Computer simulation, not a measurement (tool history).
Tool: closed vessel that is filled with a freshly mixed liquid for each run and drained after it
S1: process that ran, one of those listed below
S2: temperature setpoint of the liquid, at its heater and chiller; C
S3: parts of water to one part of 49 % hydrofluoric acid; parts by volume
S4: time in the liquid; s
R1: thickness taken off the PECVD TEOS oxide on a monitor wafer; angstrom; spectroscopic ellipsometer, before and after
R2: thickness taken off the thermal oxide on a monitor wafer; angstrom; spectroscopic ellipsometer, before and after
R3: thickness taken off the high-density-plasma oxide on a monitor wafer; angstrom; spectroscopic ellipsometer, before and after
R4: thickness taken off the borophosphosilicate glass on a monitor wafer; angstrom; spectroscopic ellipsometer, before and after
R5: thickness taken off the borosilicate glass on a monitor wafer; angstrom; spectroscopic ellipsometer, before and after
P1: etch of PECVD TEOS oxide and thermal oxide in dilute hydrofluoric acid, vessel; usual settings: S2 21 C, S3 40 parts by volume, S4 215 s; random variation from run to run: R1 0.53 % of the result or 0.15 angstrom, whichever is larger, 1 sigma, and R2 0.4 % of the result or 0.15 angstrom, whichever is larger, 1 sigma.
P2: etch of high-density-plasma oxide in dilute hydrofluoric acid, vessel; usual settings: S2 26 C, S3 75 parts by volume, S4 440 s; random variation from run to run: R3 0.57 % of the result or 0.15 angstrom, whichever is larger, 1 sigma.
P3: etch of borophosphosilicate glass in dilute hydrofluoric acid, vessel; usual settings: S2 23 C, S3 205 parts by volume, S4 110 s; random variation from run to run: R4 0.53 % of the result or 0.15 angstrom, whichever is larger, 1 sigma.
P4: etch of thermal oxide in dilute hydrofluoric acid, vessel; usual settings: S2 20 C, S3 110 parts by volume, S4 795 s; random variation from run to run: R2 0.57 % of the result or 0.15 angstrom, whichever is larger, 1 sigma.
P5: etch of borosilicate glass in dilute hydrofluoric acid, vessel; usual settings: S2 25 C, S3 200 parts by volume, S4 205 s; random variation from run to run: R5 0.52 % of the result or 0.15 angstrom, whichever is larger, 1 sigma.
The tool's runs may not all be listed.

| run | hour | S1 | S2 | S3 | S4 | R1 | R2 | R3 | R4 | R5 |
|---|---|---|---|---|---|---|---|---|---|---|
| 1 | 5.2 | P1 | 21 | 40 | 215 | 486.57 | 247.99 |  |  |  |
| 2 | 8.7 | P4 | 20 | 110 | 795 |  | 284.83 |  |  |  |
| 3 | 13.1 | P2 | 26 | 75 | 440 |  |  | 341.42 |  |  |
| 4 | 20.4 | P3 | 23 | 55 | 110 |  |  |  | 1103.3 |  |
| 5 | 23.9 | P1 | 21 | 65 | 360 | 485.85 | 248.42 |  |  |  |
| 6 | 28.1 | P2 | 26 | 75 | 440 |  |  | 340.93 |  |  |
| 7 | 35.5 | P2 | 26 | 75 | 660 |  |  | 512.71 |  |  |
| 8 | 41.4 | P4 | 20 | 65 | 795 |  | 512.29 |  |  |  |
| 9 | 45.4 | P3 | 23 | 205 | 45 |  |  |  | 101.73 |  |
| 10 | 51.5 | P3 | 23 | 205 | 110 |  |  |  | 250.33 |  |
| 11 | 59.1 | P4 | 20 | 110 | 795 |  | 286.78 |  |  |  |
| 12 | 65.4 | P1 | 21 | 40 | 215 | 478.95 | 248.23 |  |  |  |
| 13 | 72.8 | P1 | 21 | 40 | 385 | 872.36 | 444.88 |  |  |  |
| 14 | 77.2 | P3 | 17 | 205 | 110 |  |  |  | 195.96 |  |
| 15 | 82.6 | P1 | 21 | 25 | 215 | 794.52 | 406.37 |  |  |  |
| 16 | 87.3 | P5 | 30.5 | 200 | 205 |  |  |  |  | 397.6 |
| 17 | 94 | P1 | 27.5 | 40 | 215 | 637.34 | 325.86 |  |  |  |
| 18 | 98.9 | P5 | 25 | 350 | 205 |  |  |  |  | 159.61 |
| 19 | 104.7 | P1 | 21 | 40 | 60 | 135.14 | 68.677 |  |  |  |
| 20 | 109.2 | P2 | 32 | 75 | 440 |  |  | 432.95 |  |  |
| 21 | 114.8 | P5 | 25 | 200 | 205 |  |  |  |  | 324.54 |
| 22 | 121.4 | P1 | 17 | 40 | 215 | 408.23 | 209.27 |  |  |  |
| 23 | 126.9 | P1 | 21 | 65 | 215 | 287.45 | 147.76 |  |  |  |
| 24 | 130.5 | P5 | 25 | 200 | 35 |  |  |  |  | 55.668 |
| 25 | 136.5 | P1 | 21 | 40 | 215 | 482.67 | 248.69 |  |  |  |
| 26 | 141.3 | P5 | 25 | 200 | 205 |  |  |  |  | 326.3 |

Run 27 comes next. What will it give?
| 27 | 144.7 | P2 | 26 | 20 | 440 |  |  | ? |  |  |

Run 27 gave R3 1400.6 angstrom.

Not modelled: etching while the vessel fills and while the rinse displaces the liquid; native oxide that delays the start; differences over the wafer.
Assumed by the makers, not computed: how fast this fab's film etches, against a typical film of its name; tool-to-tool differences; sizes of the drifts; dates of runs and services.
